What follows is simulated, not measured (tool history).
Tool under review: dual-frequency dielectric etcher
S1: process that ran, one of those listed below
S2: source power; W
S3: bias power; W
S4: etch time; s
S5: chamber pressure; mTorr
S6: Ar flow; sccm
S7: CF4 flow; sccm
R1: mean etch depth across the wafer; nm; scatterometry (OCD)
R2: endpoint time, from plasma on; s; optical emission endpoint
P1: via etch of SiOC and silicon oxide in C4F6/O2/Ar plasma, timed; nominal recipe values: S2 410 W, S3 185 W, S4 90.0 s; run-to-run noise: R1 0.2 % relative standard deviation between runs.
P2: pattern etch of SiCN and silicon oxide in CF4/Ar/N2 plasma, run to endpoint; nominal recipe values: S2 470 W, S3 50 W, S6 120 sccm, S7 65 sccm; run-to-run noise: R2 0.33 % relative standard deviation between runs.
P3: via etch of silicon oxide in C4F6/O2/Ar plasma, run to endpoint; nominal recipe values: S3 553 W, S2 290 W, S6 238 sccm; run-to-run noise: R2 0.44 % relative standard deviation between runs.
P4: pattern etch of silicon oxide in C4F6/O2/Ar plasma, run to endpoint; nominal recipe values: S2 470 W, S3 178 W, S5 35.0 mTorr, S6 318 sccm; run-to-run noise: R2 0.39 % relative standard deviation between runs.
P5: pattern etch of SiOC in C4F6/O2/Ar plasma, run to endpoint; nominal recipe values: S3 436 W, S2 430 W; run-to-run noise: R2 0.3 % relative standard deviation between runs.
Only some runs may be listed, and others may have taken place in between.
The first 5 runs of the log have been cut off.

run,hour,S1,S2,S3,S4,S5,S6,S7,R1,R2
6,63.3,P2,470,50,,,120,91,,20.786
7,75.6,P4,470,121,,35.0,318,,,11.547
8,83.4,P1,410,240,90.0,,,,113.290,
9,95.4,P1,410,185,90.0,,,,104.060,
10,103.5,P1,410,121,90.0,,,,91.220,
11,117.3,P1,270,245,90.0,,,,97.425,
12,131.3,P3,290,553,,,238,,,41.630
13,145.6,P1,410,185,61.0,,,,70.641,
14,153.4,P1,410,185,90.0,,,,103.910,
15,165.7,P1,490,185,119.5,,,,148.110,
16,176.1,P2,470,50,,,78,65,,20.453
17,187.6,P1,410,185,126.5,,,,146.090,
18,201.2,P2,470,32,,,120,65,,25.383
19,210.1,P2,470,50,,,120,65,,22.211
20,219.7,P1,340,185,90.0,,,,96.714,
21,233.6,P4,470,178,,35.0,318,,,10.289
22,240.3,P1,520,185,90.0,,,,113.640,
23,253.1,P2,470,50,,,120,65,,22.038
24,262.7,P3,290,553,,,333,,,43.361
25,275.2,P5,250,436,,,,,,11.894
26,283.2,P3,370,553,,,238,,,38.147

Estimate the outcome of run 27 from the log above:
27,292.2,P4,470,178,,44.5,318,,,?

{"run 27": {"R2": 10.558}}
